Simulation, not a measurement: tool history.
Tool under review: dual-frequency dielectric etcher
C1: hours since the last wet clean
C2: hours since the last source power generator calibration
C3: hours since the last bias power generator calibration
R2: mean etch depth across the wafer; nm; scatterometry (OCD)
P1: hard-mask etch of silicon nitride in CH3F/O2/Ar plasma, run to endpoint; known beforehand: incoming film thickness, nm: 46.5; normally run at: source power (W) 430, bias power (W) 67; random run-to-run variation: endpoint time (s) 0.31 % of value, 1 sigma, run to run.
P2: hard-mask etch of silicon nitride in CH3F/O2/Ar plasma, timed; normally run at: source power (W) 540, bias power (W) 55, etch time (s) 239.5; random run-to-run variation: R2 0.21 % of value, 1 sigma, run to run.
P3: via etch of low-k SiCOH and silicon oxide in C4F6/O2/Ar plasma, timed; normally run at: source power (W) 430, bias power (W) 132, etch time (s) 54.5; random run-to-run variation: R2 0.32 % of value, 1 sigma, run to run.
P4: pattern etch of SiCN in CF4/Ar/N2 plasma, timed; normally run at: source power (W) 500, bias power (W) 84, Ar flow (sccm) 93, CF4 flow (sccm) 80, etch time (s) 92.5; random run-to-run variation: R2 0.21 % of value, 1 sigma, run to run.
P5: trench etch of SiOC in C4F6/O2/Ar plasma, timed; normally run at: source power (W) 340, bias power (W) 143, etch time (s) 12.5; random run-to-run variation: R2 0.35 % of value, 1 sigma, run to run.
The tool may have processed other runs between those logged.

run 1 hour=11 | process_that_ran=P1 source_power_(W)=430 bias_power_(W)=67 | C1=274.1 C2=700.7 C3=2457.4 | endpoint_time_(s)=65.051
run 2 hour=21.6 | process_that_ran=P2 source_power_(W)=750 bias_power_(W)=55 etch_time_(s)=239.5 | C1=284.7 C2=711.3 C3=2468 | R2=196.87
run 3 hour=35.2 | process_that_ran=P2 source_power_(W)=540 bias_power_(W)=55 etch_time_(s)=239.5 | C1=298.3 C2=724.9 C3=2481.6 | R2=172.64
run 4 hour=46.3 | process_that_ran=P4 source_power_(W)=500 bias_power_(W)=84 etch_time_(s)=92.5 Ar_flow_(sccm)=93 CF4_flow_(sccm)=57 | C1=309.4 C2=736 C3=2492.7 | R2=89.182
run 5 hour=53.4 | process_that_ran=P1 source_power_(W)=350 bias_power_(W)=45 | C1=316.5 C2=743.1 C3=2499.8 | endpoint_time_(s)=79.951
run 6 hour=67.6 | process_that_ran=P1 source_power_(W)=290 bias_power_(W)=80 | C1=330.7 C2=757.3 C3=2514 | endpoint_time_(s)=70.656
run 7 hour=81.7 | process_that_ran=P1 source_power_(W)=430 bias_power_(W)=67 | C1=344.8 C2=771.4 C3=2528.1 | endpoint_time_(s)=64.431
run 8 hour=92.3 | process_that_ran=P1 source_power_(W)=430 bias_power_(W)=67 | C1=355.4 C2=782 C3=2538.7 | endpoint_time_(s)=65.014
run 9 hour=99.5 | process_that_ran=P2 source_power_(W)=540 bias_power_(W)=55 etch_time_(s)=305.5 | C1=362.6 C2=789.2 C3=2545.9 | R2=220.82
run 10 hour=108 | process_that_ran=P5 source_power_(W)=340 bias_power_(W)=143 etch_time_(s)=12.5 | C1=371.1 C2=797.7 C3=2554.4 | R2=22.489
run 11 hour=118.3 | process_that_ran=P5 source_power_(W)=340 bias_power_(W)=143 etch_time_(s)=12.5 | C1=381.4 C2=808 C3=2564.7 | R2=22.533
run 12 hour=127.3 | process_that_ran=P1 source_power_(W)=430 bias_power_(W)=67 | C1=390.4 C2=817 C3=2573.7 | endpoint_time_(s)=64.804
run 13 hour=133.6 | process_that_ran=P1 source_power_(W)=430 bias_power_(W)=85 | C1=396.7 C2=823.3 C3=2580 | endpoint_time_(s)=59.872
run 14 hour=142.7 | process_that_ran=P3 source_power_(W)=430 bias_power_(W)=132 etch_time_(s)=54.5 | C1=405.8 C2=832.4 C3=2589.1 | R2=132.31
run 15 hour=152.2 | process_that_ran=P1 source_power_(W)=430 bias_power_(W)=46 | C1=415.3 C2=841.9 C3=2598.6 | endpoint_time_(s)=73.293
run 16 hour=159.8 | process_that_ran=P1 source_power_(W)=430 bias_power_(W)=67 | C1=422.9 C2=849.5 C3=2606.2 | endpoint_time_(s)=65.135
run 17 hour=169.1 | process_that_ran=P5 source_power_(W)=460 bias_power_(W)=143 etch_time_(s)=12.5 | C1=432.2 C2=858.8 C3=2615.5 | R2=25.445
run 18 hour=182.2 | process_that_ran=P3 source_power_(W)=310 bias_power_(W)=132 etch_time_(s)=54.5 | C1=445.3 C2=871.9 C3=2628.6 | R2=116.52
run 19 hour=193.9 | process_that_ran=P5 source_power_(W)=340 bias_power_(W)=143 etch_time_(s)=17 | C1=457 C2=883.6 C3=2640.3 | R2=30.655
run 20 hour=201.2 | process_that_ran=P4 source_power_(W)=500 bias_power_(W)=84 etch_time_(s)=53 Ar_flow_(sccm)=93 CF4_flow_(sccm)=80 | C1=464.3 C2=890.9 C3=2647.6 | R2=53.672
run 21 hour=214.3 | process_that_ran=P5 source_power_(W)=340 bias_power_(W)=83 etch_time_(s)=12.5 | C1=477.4 C2=904 C3=2660.7 | R2=19.299
run 22 hour=221.2 | process_that_ran=P3 source_power_(W)=430 bias_power_(W)=132 etch_time_(s)=35.5 | C1=484.3 C2=910.9 C3=2667.6 | R2=86.351
run 23 hour=231.7 | process_that_ran=P3 source_power_(W)=430 bias_power_(W)=181 etch_time_(s)=54.5 | C1=494.8 C2=921.4 C3=2678.1 | R2=146.2
run 24 hour=240.9 | process_that_ran=P4 source_power_(W)=500 bias_power_(W)=84 etch_time_(s)=92.5 Ar_flow_(sccm)=58 CF4_flow_(sccm)=80 | C1=504 C2=930.6 C3=2687.3 | R2=99.283
run 25 hour=254.2 | process_that_ran=P2 source_power_(W)=540 bias_power_(W)=78 etch_time_(s)=239.5 | C1=517.3 C2=943.9 C3=2700.6 | R2=193.15
run 26 hour=264.5 | process_that_ran=P4 source_power_(W)=660 bias_power_(W)=84 etch_time_(s)=92.5 Ar_flow_(sccm)=93 CF4_flow_(sccm)=80 | C1=527.6 C2=954.2 C3=2710.9 | R2=119.31
run 27 hour=271.9 | process_that_ran=P4 source_power_(W)=500 bias_power_(W)=84 etch_time_(s)=92.5 Ar_flow_(sccm)=93 CF4_flow_(sccm)=80 | C1=535 C2=961.6 C3=2718.3 | R2=93.662
run 28 hour=283.8 | process_that_ran=P1 source_power_(W)=280 bias_power_(W)=67 | C1=546.9 C2=973.5 C3=2730.2 | endpoint_time_(s)=76.133
run 29 hour=292.2 | process_that_ran=P1 source_power_(W)=570 bias_power_(W)=67 | C1=555.3 C2=981.9 C3=2738.6 | endpoint_time_(s)=57.978
run 30 hour=303.1 | process_that_ran=P4 source_power_(W)=500 bias_power_(W)=61 etch_time_(s)=92.5 Ar_flow_(sccm)=93 CF4_flow_(sccm)=80 | C1=566.2 C2=992.8 C3=2749.5 | R2=84.15
run 31 hour=310.5 | process_that_ran=P1 source_power_(W)=430 bias_power_(W)=67 | C1=573.6 C2=1000.2 C3=2756.9 | endpoint_time_(s)=64.573
run 32 hour=321.8 | process_that_ran=P1 source_power_(W)=430 bias_power_(W)=67 | C1=584.9 C2=1011.5 C3=2768.2 | endpoint_time_(s)=65.57
run 33 hour=329.6 | process_that_ran=P1 source_power_(W)=430 bias_power_(W)=67 | C1=592.7 C2=1019.3 C3=2776 | endpoint_time_(s)=65.808
run 34 hour=336.2 | process_that_ran=P1 source_power_(W)=430 bias_power_(W)=67 | C1=599.3 C2=1025.9 C3=2782.6 | endpoint_time_(s)=65.69
run 35 hour=343.5 | process_that_ran=P1 source_power_(W)=430 bias_power_(W)=67 | C1=606.6 C2=1033.2 C3=2789.9 | endpoint_time_(s)=66.005
run 36 hour=355.1 | process_that_ran=P1 source_power_(W)=430 bias_power_(W)=67 | C1=618.2 C2=1044.8 C3=2801.5 | endpoint_time_(s)=66.13
-- hour=363.8 wet clean of the chamber
run 37 hour=366.1 | process_that_ran=P1 source_power_(W)=430 bias_power_(W)=67 | C1=2.3 C2=1055.8 C3=2812.5 | endpoint_time_(s)=65.715
run 38 hour=376.8 | process_that_ran=P1 source_power_(W)=430 bias_power_(W)=67 | C1=13 C2=1066.5 C3=2823.2 | endpoint_time_(s)=65.711
run 39 hour=385.6 | process_that_ran=P1 source_power_(W)=430 bias_power_(W)=67 | C1=21.8 C2=1075.3 C3=2832 | endpoint_time_(s)=66.093

What P1 gives has crept off from where it sat before. The 2 causes that follow fit the log equally well, each at the size noted:
A: source power that arrives under what is set, % = 4.02
B: bias power that arrives under what is set, % = 4.59
Onset of the creep was near hour 310.5.
Excluded causes, each with its reason:
chamber walls in a state that lowers the etch rate, %: serviced at hour 363.8, which brought nothing back

Consider the 4 single-wafer check runs listed below, results given as question marks: which one distinguishes between the causes by giving clearly different results for each?
run check 1 hour=394.4 | process_that_ran=P3 source_power_(W)=360 bias_power_(W)=163 etch_time_(s)=54.5 | R2=?
run check 2 hour=394.4 | process_that_ran=P4 source_power_(W)=500 bias_power_(W)=84 etch_time_(s)=92.5 Ar_flow_(sccm)=78 CF4_flow_(sccm)=80 | R2=?
run check 3 hour=394.4 | process_that_ran=P2 source_power_(W)=630 bias_power_(W)=71 etch_time_(s)=239.5 | R2=?
run check 4 hour=394.4 | process_that_ran=P5 source_power_(W)=440 bias_power_(W)=143 etch_time_(s)=12.5 | R2=?

What every check run would give for each of its results, assuming each possible cause in turn:
check=check_1 result=R2 if_A=129.51 if_B=129.7
check=check_2 result=R2 if_A=92.354 if_B=94.259
check=check_3 result=R2 if_A=196.16 if_B=196.23
check=check_4 result=R2 if_A=24.546 if_B=24.603
Smallest distance between any two causes, each pair judged by its most separating result, in per cent: check 1 0.15 %; check 2 2.04 %; check 3 0.03 %; check 4 0.23 %
Only check 2 tells the causes apart: in the others they would give nearly the same result.

Check 2 was then run and gave: R2 92.305 nm. Which cause is it?

It was cause A: source power that arrives under what is set, %.
